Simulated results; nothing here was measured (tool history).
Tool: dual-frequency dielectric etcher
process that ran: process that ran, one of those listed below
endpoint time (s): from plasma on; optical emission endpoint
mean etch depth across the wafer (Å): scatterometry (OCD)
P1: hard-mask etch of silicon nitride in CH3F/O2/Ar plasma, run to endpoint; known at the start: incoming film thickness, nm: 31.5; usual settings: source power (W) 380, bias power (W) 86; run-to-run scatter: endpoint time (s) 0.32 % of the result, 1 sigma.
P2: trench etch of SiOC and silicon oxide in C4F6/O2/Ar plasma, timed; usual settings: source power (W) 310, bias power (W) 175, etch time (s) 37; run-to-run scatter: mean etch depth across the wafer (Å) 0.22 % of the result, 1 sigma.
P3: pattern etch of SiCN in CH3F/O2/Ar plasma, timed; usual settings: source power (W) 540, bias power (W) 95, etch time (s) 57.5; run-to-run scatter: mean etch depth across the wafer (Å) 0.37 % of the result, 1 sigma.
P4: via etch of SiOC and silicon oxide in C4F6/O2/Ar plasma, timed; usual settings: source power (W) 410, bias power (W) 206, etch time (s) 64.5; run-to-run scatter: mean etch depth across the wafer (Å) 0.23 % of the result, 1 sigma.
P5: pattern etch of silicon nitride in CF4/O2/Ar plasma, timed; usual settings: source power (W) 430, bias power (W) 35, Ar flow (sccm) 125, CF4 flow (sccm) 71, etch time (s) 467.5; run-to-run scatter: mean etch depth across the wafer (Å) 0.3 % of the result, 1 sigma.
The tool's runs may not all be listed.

| run | hour | process that ran | source power (W) | bias power (W) | Ar flow (sccm) | CF4 flow (sccm) | etch time (s) | hours since the last wet clean | hours since the last source power generator calibration | hours since the last bias power generator calibration | endpoint time (s) | mean etch depth across the wafer (Å) |
|---|---|---|---|---|---|---|---|---|---|---|---|---|
| 1 | 7.5 | P1 | 380 | 86 |  |  |  | 158.9 | 1772.7 | 2849.7 | 45.121 |  |
| 2 | 14.9 | P5 | 430 | 35 | 125 | 71 | 467.5 | 166.3 | 1780.1 | 2857.1 |  | 6382.2 |
| 3 | 24 | P2 | 200 | 175 |  |  | 37 | 175.4 | 1789.2 | 2866.2 |  | 563.32 |
| 4 | 38.5 | P5 | 430 | 35 | 125 | 71 | 642.5 | 189.9 | 1803.7 | 2880.7 |  | 8702.2 |
| 5 | 54.3 | P3 | 540 | 95 |  |  | 57.5 | 205.7 | 1819.5 | 2896.5 |  | 267.91 |
| 6 | 63.8 | P4 | 410 | 206 |  |  | 64.5 | 215.2 | 1829 | 2906 |  | 759 |
| 7 | 76 | P1 | 290 | 86 |  |  |  | 227.4 | 1841.2 | 2918.2 | 49.763 |  |
| 8 | 87 | P2 | 310 | 175 |  |  | 37 | 238.4 | 1852.2 | 2929.2 |  | 666.83 |
| 9 | 95.5 | P5 | 430 | 35 | 125 | 42 | 467.5 | 246.9 | 1860.7 | 2937.7 |  | 5818.7 |
| 10 | 112.2 | P4 | 410 | 150 |  |  | 64.5 | 263.6 | 1877.4 | 2954.4 |  | 686.14 |
| 11 | 127.3 | P4 | 560 | 206 |  |  | 64.5 | 278.7 | 1892.5 | 2969.5 |  | 856.41 |
| 12 | 137.4 | P1 | 470 | 86 |  |  |  | 288.8 | 1902.6 | 2979.6 | 41.733 |  |
| 13 | 154.3 | P1 | 310 | 116 |  |  |  | 305.7 | 1919.5 | 2996.5 | 43.653 |  |
| 14 | 163.9 | P1 | 530 | 110 |  |  |  | 315.3 | 1929.1 | 3006.1 | 36.287 |  |
| 15 | 179.3 | P3 | 320 | 95 |  |  | 57.5 | 330.7 | 1944.5 | 3021.5 |  | 221.55 |
| 16 | 187 | P4 | 410 | 206 |  |  | 88.5 | 338.4 | 1952.2 | 3029.2 |  | 1044.8 |
| 17 | 194.9 | P1 | 380 | 52 |  |  |  | 346.3 | 1960.1 | 3037.1 | 53.428 |  |
| 18 | 210.3 | P1 | 380 | 86 |  |  |  | 361.7 | 1975.5 | 3052.5 | 45.178 |  |
| 19 | 226.3 | P1 | 380 | 86 |  |  |  | 377.7 | 1991.5 | 3068.5 | 45.056 |  |
| 20 | 243.1 | P5 | 550 | 35 | 125 | 71 | 467.5 | 394.5 | 2008.3 | 3085.3 |  | 7909.6 |
| 21 | 253.8 | P2 | 310 | 175 |  |  | 37 | 405.2 | 2019 | 3096 |  | 667.06 |
| 22 | 262.8 | P3 | 540 | 95 |  |  | 70 | 414.2 | 2028 | 3105 |  | 325.66 |
| 23 | 279.6 | P5 | 430 | 35 | 125 | 71 | 467.5 | 431 | 2044.8 | 3121.8 |  | 6392.9 |
| 24 | 296.3 | P1 | 380 | 86 |  |  |  | 447.7 | 2061.5 | 3138.5 | 44.845 |  |
| 25 | 308 | P1 | 380 | 111 |  |  |  | 459.4 | 2073.2 | 3150.2 | 41.236 |  |
| 26 | 316.3 | P5 | 430 | 35 | 173 | 71 | 467.5 | 467.7 | 2081.5 | 3158.5 |  | 6020.6 |
| 27 | 328.8 | P2 | 310 | 111 |  |  | 37 | 480.2 | 2094 | 3171 |  | 580.61 |
| 28 | 340.3 | P1 | 380 | 86 |  |  |  | 491.7 | 2105.5 | 3182.5 | 45.133 |  |
| 29 | 351.1 | P1 | 380 | 86 |  |  |  | 502.5 | 2116.3 | 3193.3 | 44.815 |  |
| 30 | 362.7 | P5 | 430 | 22 | 125 | 71 | 467.5 | 514.1 | 2127.9 | 3204.9 |  | 5389.9 |
| 31 | 375.5 | P3 | 540 | 113 |  |  | 57.5 | 526.9 | 2140.7 | 3217.7 |  | 285.79 |
| 32 | 386.3 | P3 | 540 | 95 |  |  | 57.5 | 537.7 | 2151.5 | 3228.5 |  | 268.22 |
| 33 | 403.3 | P1 | 380 | 86 |  |  |  | 554.7 | 2168.5 | 3245.5 | 45.058 |  |
| 34 | 410.7 | P4 | 410 | 206 |  |  | 64.5 | 562.1 | 2175.9 | 3252.9 |  | 757.93 |
| 35 | 427.5 | P2 | 310 | 175 |  |  | 21.5 | 578.9 | 2192.7 | 3269.7 |  | 388.73 |
| 36 | 435.5 | P1 | 380 | 86 |  |  |  | 586.9 | 2200.7 | 3277.7 | 44.966 |  |
| 37 | 451.9 | P1 | 380 | 86 |  |  |  | 603.3 | 2217.1 | 3294.1 | 45.621 |  |
| 38 | 465.2 | P1 | 380 | 86 |  |  |  | 616.6 | 2230.4 | 3307.4 | 45.839 |  |
|  | 468.8 | wet clean of the chamber |
| 39 | 473.4 | P1 | 380 | 86 |  |  |  | 4.6 | 2238.6 | 3315.6 | 45.659 |  |
| 40 | 485.1 | P1 | 380 | 86 |  |  |  | 16.3 | 2250.3 | 3327.3 | 45.903 |  |
| 41 | 502.1 | P1 | 380 | 86 |  |  |  | 33.3 | 2267.3 | 3344.3 | 46.149 |  |
| 42 | 514.3 | P1 | 380 | 86 |  |  |  | 45.5 | 2279.5 | 3356.5 | 45.81 |  |
| 43 | 526.8 | P1 | 380 | 86 |  |  |  | 58 | 2292 | 3369 | 45.734 |  |

What P1 gives has crept away from where it was. These 2 causes fit the log equally well, each at the size given:
A: bias power that arrives under what is set, % = 4.84
B: source power that arrives under what is set, % = 4.6
The creep began at about hour 435.5.
Why every other cause is out:
chamber walls in a state that lowers the etch rate, %: serviced at hour 468.8, which brought nothing back

4 check runs are offered, one wafer each, their results left as question marks. Which one tells the causes apart?
| check 1 | 539.3 | P2 | 310 | 175 |  |  | 37 |  |  |  |  | ? |
| check 2 | 539.3 | P3 | 540 | 95 |  |  | 57.5 |  |  |  |  | ? |
| check 3 | 539.3 | P4 | 410 | 206 |  |  | 64.5 |  |  |  |  | ? |
| check 4 | 539.3 | P5 | 430 | 35 | 125 | 71 | 467.5 |  |  |  |  | ? |

What each check would give under each cause:
| check | result | if A | if B |
|---|---|---|---|
| check 1 | mean etch depth across the wafer (Å) | 656.16 | 654.57 |
| check 2 | mean etch depth across the wafer (Å) | 263.38 | 263.53 |
| check 3 | mean etch depth across the wafer (Å) | 747.79 | 746.45 |
| check 4 | mean etch depth across the wafer (Å) | 6254.7 | 6117.8 |
How far apart the two closest causes lie, in the result that separates them most: check 1 0.24 %; check 2 0.06 %; check 3 0.18 %; check 4 2.21 %
Only check 4 tells the causes apart: in the others they would give nearly the same result.

Check 4 was then run and gave: mean etch depth across the wafer (Å) 6129. Which cause is it?

It is B: source power that arrives under what is set, %.
